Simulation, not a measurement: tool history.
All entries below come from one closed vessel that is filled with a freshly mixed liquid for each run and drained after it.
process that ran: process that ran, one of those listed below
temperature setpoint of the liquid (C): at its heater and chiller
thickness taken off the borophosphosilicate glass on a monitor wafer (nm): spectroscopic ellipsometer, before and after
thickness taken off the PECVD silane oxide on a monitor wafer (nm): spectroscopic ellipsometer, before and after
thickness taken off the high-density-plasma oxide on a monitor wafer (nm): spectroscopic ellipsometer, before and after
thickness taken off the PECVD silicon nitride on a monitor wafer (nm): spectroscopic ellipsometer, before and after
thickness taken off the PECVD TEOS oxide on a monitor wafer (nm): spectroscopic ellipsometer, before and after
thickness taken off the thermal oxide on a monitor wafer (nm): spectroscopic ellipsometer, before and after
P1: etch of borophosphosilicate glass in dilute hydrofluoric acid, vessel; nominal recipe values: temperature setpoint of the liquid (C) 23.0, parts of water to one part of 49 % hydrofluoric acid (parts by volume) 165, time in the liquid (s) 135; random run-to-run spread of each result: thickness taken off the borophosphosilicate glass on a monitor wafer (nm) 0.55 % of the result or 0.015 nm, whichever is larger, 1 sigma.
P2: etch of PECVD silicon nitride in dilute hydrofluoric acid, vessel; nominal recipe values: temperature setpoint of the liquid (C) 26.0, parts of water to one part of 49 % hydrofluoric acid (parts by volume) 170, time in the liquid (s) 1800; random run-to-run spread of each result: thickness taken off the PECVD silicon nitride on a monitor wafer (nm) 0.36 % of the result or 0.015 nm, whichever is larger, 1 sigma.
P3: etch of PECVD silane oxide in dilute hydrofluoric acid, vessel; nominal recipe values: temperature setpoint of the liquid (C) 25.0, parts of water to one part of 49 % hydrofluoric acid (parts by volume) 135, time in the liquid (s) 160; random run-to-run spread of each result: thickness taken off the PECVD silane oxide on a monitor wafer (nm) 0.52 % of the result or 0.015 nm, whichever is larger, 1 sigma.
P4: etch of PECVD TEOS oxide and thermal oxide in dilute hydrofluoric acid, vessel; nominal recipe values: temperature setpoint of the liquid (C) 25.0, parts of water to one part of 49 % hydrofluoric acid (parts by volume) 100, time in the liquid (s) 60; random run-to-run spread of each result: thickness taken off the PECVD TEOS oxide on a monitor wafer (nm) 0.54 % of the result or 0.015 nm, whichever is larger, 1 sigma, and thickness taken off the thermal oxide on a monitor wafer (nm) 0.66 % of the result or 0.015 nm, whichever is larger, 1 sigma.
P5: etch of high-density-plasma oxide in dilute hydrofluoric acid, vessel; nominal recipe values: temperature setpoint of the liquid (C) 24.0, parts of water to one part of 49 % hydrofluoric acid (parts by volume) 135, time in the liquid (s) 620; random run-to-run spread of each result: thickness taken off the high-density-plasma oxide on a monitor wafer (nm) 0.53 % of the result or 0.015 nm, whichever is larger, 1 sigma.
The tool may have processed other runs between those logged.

run   hour  process that ran  temperature setpoint of the liquid (C)  parts of water to one part of 49 % hydrofluoric acid (parts by volume)  time in the liquid (s)  hours since the thermometer was replaced  hours since the hydrofluoric acid flow meter was replaced  thickness taken off the borophosphosilicate glass on a monitor wafer (nm)  thickness taken off the PECVD silane oxide on a monitor wafer (nm)  thickness taken off the high-density-plasma oxide on a monitor wafer (nm)  thickness taken off the PECVD silicon nitride on a monitor wafer (nm)  thickness taken off the PECVD TEOS oxide on a monitor wafer (nm)  thickness taken off the thermal oxide on a monitor wafer (nm)
  1    9.7                P1                                    23.0                                                                     165                     135                                    1559.3                                                      505.9                                                                     30.241
  2   15.6                P1                                    23.0                                                                     165                     135                                    1565.2                                                      511.8                                                                     30.390
  3   28.4                P3                                    25.0                                                                     135                     160                                    1578.0                                                      524.6                                                                                                                                         24.012
  4   38.4                P1                                    23.0                                                                      50                     135                                    1588.0                                                      534.6                                                                    113.910
  5   49.3                P5                                    24.0                                                                     135                     620                                    1598.9                                                      545.5                                                                                                                                                                                                                   22.3640
  6   55.3                P5                                    24.0                                                                     135                     620                                    1604.9                                                      551.5                                                                                                                                                                                                                   22.7210
  7   67.0                P2                                    26.0                                                                     170                    1800                                    1616.6                                                      563.2                                                                                                                                                                                                                                                                                           21.113
  8   73.7                P1                                    19.0                                                                     165                     135                                    1623.3                                                      569.9                                                                     25.578
  9   82.9                P2                                    26.0                                                                      40                    1800                                    1632.5                                                      579.1                                                                                                                                                                                                                                                                                           88.000
 10   90.1                P1                                    23.0                                                                     165                     135                                    1639.7                                                      586.3                                                                     30.020
 11  100.1                P1                                    23.0                                                                     165                     135                                    1649.7                                                      596.3                                                                     30.316
 12  105.9                P5                                    24.0                                                                     135                     170                                    1655.5                                                      602.1                                                                                                                                                                                                                    6.1619
 13  112.9                P3                                    25.0                                                                     135                     310                                    1662.5                                                      609.1                                                                                                                                         46.412
 14  125.3                P5                                    32.0                                                                     135                     620                                    1674.9                                                      621.5                                                                                                                                                                                                                   30.1680
 15  134.3                P4                                    30.0                                                                     100                      60                                    1683.9                                                      630.5                                                                                                                                                                                                                                                                                                                                                            21.5820                                                         3.6690
 16  146.7                P5                                    24.0                                                                      30                     620                                    1696.3                                                      642.9                                                                                                                                                                                                                  115.8800
 17  154.3                P1                                    23.0                                                                     240                     135                                    1703.9                                                      650.5                                                                     19.074
 18  160.2                P3                                    25.0                                                                     195                     160                                    1709.8                                                      656.4                                                                                                                                         15.334
 19  172.7                P1                                    23.0                                                                     165                      70                                    1722.3                                                      668.9                                                                     15.452
 20  178.7                P2                                    26.0                                                                     170                    2650                                    1728.3                                                      674.9                                                                                                                                                                                                                                                                                           31.231
 21  184.4                P4                                    25.0                                                                     100                      35                                    1734.0                                                      680.6                                                                                                                                                                                                                                                                                                                                                            10.3420                                                         1.8053
 22  192.1                P4                                    25.0                                                                     175                      60                                    1741.7                                                      688.3                                                                                                                                                                                                                                                                                                                                                             9.3232                                                         1.5763
 23  198.6                P1                                    23.0                                                                     165                     230                                    1748.2                                                      694.8                                                                     51.501
 24  205.2                P2                                    32.0                                                                     170                    1800                                    1754.8                                                      701.4                                                                                                                                                                                                                                                                                           30.472
 25  212.2                P1                                    23.0                                                                     165                     135                                    1761.8                                                      708.4                                                                     29.863
 26  219.0                P4                                    25.0                                                                     100                      60                                    1768.6                                                      715.2                                                                                                                                                                                                                                                                                                                                                            17.6020                                                         3.0399
 27  229.9                P3                                    18.0                                                                     135                     160                                    1779.5                                                      726.1                                                                                                                                         18.062
 28  236.2                P4                                    25.0                                                                     100                      60                                    1785.8                                                      732.4                                                                                                                                                                                                                                                                                                                                                            17.8720                                                         3.0370
 29  248.2                P1                                    29.5                                                                     165                     135                                    1797.8                                                      744.4                                                                     38.133
 30  257.3                P1                                    26.5                                                                     165                     220                                    1806.9                                                      753.5                                                                     55.857
 31  270.2                P1                                    23.0                                                                     165                     135                                    1819.8                                                      766.4                                                                     30.129
 32  280.3                P1                                    23.0                                                                     165                     135                                    1829.9                                                      776.5                                                                     30.368
 33  291.6                P1                                    23.0                                                                     165                     135                                    1841.2                                                      787.8                                                                     31.413
 34  298.4                P1                                    23.0                                                                     165                     135                                    1848.0                                                      794.6                                                                     32.151
 35  305.7                P1                                    23.0                                                                     165                     135                                    1855.3                                                      801.9                                                                     32.535
 36  316.0                P1                                    23.0                                                                     165                     135                                    1865.6                                                      812.2                                                                     32.407
 37  324.9                P1                                    23.0                                                                     165                     135                                    1874.5                                                      821.1                                                                     32.963
 38  337.8                P1                                    23.0                                                                     165                     135                                    1887.4                                                      834.0                                                                     32.915
 39  343.4                P1                                    23.0                                                                     165                     135                                    1893.0                                                      839.6                                                                     32.855

P1 no longer gives what it gave before; its output has crept away from where it was. The following 2 causes, each at its listed size, fit the log equally well:
A: hydrofluoric acid flow above the setpoint (%) = 8.02
B: liquid hotter than its thermometer reads (K) = 2.4
Onset of the creep was near hour 280.3.

Consider the 4 single-wafer check runs listed below, results given as question marks: which one distinguishes between the causes by giving clearly different results for each?
check 1  349.0                P5                                    24.0                                                                     135                     620                                                                                                                                                                                                                                                                                                                              ?
check 2  349.0                P2                                    26.0                                                                     170                    1800                                                                                                                                                                                                                                                                                                                                                                                                     ?
check 3  349.0                P4                                    25.0                                                                     100                      60                                                                                                                                                                                                                                                                                                                                                                                                                                                                       ?                                                              ?
check 4  349.0                P3                                    25.0                                                                     135                     160                                                                                                                                                                                                                                                   ?

Check results expected under each cause:
  check                                                                     result     if A     if B
check 1  thickness taken off the high-density-plasma oxide on a monitor wafer (nm)  24.5240  24.5910
check 2      thickness taken off the PECVD silicon nitride on a monitor wafer (nm)   22.845   24.556
check 3           thickness taken off the PECVD TEOS oxide on a monitor wafer (nm)  19.4660  19.5970
check 3              thickness taken off the thermal oxide on a monitor wafer (nm)   3.3138   3.3361
check 4         thickness taken off the PECVD silane oxide on a monitor wafer (nm)   26.165   26.205
Gap, in per cent, between the two causes that each check separates least, read from the result that separates them most: check 1 0.27 %; check 2 7.22 %; check 3 0.67 %; check 4 0.16 %
The other checks would show nearly matching results whichever cause is true, so check 2 is the only one that separates the causes.

Check 2 has now been run. It gave: thickness taken off the PECVD silicon nitride on a monitor wafer (nm) 24.489. Which of the candidate causes is it?

The correct cause is B, namely: liquid hotter than its thermometer reads (K).
